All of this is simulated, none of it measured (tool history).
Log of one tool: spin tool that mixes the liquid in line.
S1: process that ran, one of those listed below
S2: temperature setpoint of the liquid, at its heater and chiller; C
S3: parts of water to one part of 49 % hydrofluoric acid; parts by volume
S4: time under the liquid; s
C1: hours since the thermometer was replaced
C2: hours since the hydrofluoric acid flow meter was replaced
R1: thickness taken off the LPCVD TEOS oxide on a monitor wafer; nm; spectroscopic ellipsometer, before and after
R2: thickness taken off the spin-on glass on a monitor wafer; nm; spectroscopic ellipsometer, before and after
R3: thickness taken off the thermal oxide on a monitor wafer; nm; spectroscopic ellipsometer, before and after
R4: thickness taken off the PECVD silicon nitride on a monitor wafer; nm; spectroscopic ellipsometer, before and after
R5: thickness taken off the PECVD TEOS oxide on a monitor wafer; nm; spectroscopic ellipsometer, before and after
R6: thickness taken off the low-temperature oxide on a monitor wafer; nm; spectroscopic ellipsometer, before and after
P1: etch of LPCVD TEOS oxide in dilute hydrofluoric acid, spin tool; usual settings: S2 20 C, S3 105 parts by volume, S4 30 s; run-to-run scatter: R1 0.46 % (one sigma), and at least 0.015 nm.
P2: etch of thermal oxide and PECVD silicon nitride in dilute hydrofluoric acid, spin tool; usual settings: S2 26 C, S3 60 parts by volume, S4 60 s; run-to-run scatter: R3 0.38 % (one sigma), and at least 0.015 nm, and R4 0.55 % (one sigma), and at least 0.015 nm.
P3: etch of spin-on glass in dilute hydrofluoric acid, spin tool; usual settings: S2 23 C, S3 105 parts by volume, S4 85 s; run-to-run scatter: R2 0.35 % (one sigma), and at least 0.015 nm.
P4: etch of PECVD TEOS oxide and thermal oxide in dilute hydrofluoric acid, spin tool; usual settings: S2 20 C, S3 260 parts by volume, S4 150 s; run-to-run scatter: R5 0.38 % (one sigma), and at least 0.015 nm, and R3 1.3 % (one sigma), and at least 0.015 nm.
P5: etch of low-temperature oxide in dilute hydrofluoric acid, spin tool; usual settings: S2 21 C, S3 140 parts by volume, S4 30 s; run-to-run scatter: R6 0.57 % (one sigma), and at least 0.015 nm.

run   hour  S1    S2   S3   S4     C1     C2      R1      R2      R3      R4      R5      R6
  1    5.4  P1    20  105   30  710.5  127.8  6.0296
  2   10.3  P1    20  105   30  715.4  132.7  6.0548
  3   15.6  P1    20  105   60  720.7    138  12.103
  4   19.9  P3    23  105   85    725  142.3          23.812
  5   24.4  P3    23  180   85  729.5  146.8          12.711
      27.4  -- hydrofluoric acid flow meter replaced
  6     29  P1    20  145   30  734.1    1.6  4.2096
  7   34.6  P2    21   60   60  739.7    7.2                  4.2212  4.6444
  8   37.9  P1    20  105   15    743   10.5  3.0362
  9   41.1  P1  24.5  105   30  746.2   13.7   7.262
 10   46.1  P1    20  105   30  751.2   18.7  6.0457
 11   51.2  P3    23  105   85  756.3   23.8          23.765
 12   55.1  P4    20  260  295  760.2   27.7                   4.118          17.503
 13   60.6  P1    20  105   30  765.7   33.2  6.0768
 14   63.9  P2    26   60   60    769   36.5                  5.1516  6.5112
 15   69.1  P4  24.5  260  150  774.2   41.7                  2.4942          10.536
 16   73.4  P5    17  140   30  778.5     46                                          4.6253
 17   76.2  P5    21  140   30  781.3   48.8                                          5.4653
 18   79.7  P1    17  185   30  784.8   52.3  2.7809
 19   85.3  P5    21  140   60  790.4   57.9                                          10.831
 20     91  P1    20   55   30  796.1   63.6  12.238
 21   94.3  P1    24  105   50  799.4   66.9  11.821
 22     98  P4    20   45  150  803.1   70.6                  15.178          64.494
 23  101.3  P1    20  105   30  806.4   73.9  6.0561
 24  105.5  P3    17  105   85  810.6   78.1          18.524
 25  111.3  P4    20  260  150  816.4   83.9                  2.0906          8.9338
 26  117.2  P5    21  205   30  822.3   89.8                                           3.422
 27  121.5  P3    23  105   35  826.6   94.1          9.7887
 28  124.4  P1    17  105   30  829.5     97  5.4152
 29  130.6  P1  24.5  105   15  835.7  103.2  3.5977
 30  133.8  P1    20  105   30  838.9  106.4  6.0445
 31  139.6  P2    26  100   60  844.7  112.2                  2.9496  3.9035
 32  145.5  P2    26   60   15  850.6  118.1                  1.3306  1.6526
 33  150.6  P1    20  105   30  855.7  123.2  6.0736
 34  153.6  P1    20  105   30  858.7  126.2   5.954
 35  159.8  P1    20  105   30  864.9  132.4  5.7624
 36    166  P1    20  105   30  871.1  138.6  5.7478
 37    172  P1    20  105   30  877.1  144.6  5.7119
 38  178.4  P1    20  105   30  883.5    151  5.6942
 39  183.2  P1    20  105   30  888.3  155.8  5.6136
 40  186.7  P1    20  105   30  891.8  159.3  5.6298

Run 41 comes next. What will it give?
 41   190  P1  20  105  30  895.1  162.6   ?

Run 41 gave R1 5.5995 nm.

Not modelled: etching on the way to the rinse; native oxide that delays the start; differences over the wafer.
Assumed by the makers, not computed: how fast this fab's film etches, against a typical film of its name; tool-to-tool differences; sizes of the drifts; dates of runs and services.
